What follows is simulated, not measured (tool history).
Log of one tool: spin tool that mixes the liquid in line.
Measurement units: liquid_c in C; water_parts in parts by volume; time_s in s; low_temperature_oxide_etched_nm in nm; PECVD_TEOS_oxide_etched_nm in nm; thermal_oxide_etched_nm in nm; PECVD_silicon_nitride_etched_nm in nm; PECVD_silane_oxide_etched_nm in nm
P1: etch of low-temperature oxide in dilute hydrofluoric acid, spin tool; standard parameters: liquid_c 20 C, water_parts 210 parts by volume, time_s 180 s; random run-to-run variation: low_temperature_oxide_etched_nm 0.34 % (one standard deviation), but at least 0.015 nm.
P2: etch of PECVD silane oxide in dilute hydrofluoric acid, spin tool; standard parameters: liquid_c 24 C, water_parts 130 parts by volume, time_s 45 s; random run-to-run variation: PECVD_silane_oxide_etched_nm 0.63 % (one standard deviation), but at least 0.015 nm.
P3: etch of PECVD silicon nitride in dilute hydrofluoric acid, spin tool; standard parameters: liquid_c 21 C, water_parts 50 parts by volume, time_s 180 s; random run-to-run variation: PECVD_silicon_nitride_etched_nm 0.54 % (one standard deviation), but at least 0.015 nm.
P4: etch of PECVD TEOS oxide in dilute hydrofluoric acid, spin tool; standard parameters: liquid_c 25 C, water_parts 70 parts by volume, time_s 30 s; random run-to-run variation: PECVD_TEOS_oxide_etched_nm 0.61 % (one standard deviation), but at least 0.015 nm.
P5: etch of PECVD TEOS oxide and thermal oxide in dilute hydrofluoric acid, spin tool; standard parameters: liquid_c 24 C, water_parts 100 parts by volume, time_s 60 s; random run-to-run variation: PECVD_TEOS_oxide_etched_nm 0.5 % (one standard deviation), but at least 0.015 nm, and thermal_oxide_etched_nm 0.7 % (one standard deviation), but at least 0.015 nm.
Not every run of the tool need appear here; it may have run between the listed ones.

run,hour,process,liquid_c,water_parts,time_s,low_temperature_oxide_etched_nm,PECVD_TEOS_oxide_etched_nm,thermal_oxide_etched_nm,PECVD_silicon_nitride_etched_nm,PECVD_silane_oxide_etched_nm
1,3.2,P1,20,210,180,11.884,,,,
2,7,P1,17,210,180,10.531,,,,
3,11,P5,24,100,60,,10.802,2.9338,,
4,15,P3,17,50,180,,,,7.829,
5,17.7,P1,20,210,180,11.859,,,,
6,21.6,P2,24,130,45,,,,,5.0473
7,25.8,P5,24,165,60,,5.9699,1.6566,,
8,28.5,P2,24,130,20,,,,,2.1989
9,31.8,P1,20,210,85,5.6268,,,,
10,36.2,P3,21,90,180,,,,5.8155,
11,40.2,P2,24,180,45,,,,,3.4536
12,45.5,P3,21,50,180,,,,10.284,
13,48.8,P3,21,50,275,,,,15.711,
14,52.6,P5,31.5,100,60,,14.174,3.9192,,
15,57.7,P1,20,355,180,6.1148,,,,
16,61.8,P4,25,125,30,,2.8166,,,
17,65.3,P1,20,85,180,33.207,,,,
18,71.1,P1,25.5,210,180,14.611,,,,
19,76.5,P1,20,210,180,11.828,,,,
20,81.6,P1,20,210,180,11.852,,,,
21,85.4,P4,25,70,30,,5.3725,,,
22,88.2,P1,20,210,180,11.853,,,,
23,91.2,P1,20,210,335,22.125,,,,

The next listed run, before its measurement:
24,95.6,P2,24,130,45,,,,,?

PECVD_silane_oxide_etched_nm: 5.0521 nm

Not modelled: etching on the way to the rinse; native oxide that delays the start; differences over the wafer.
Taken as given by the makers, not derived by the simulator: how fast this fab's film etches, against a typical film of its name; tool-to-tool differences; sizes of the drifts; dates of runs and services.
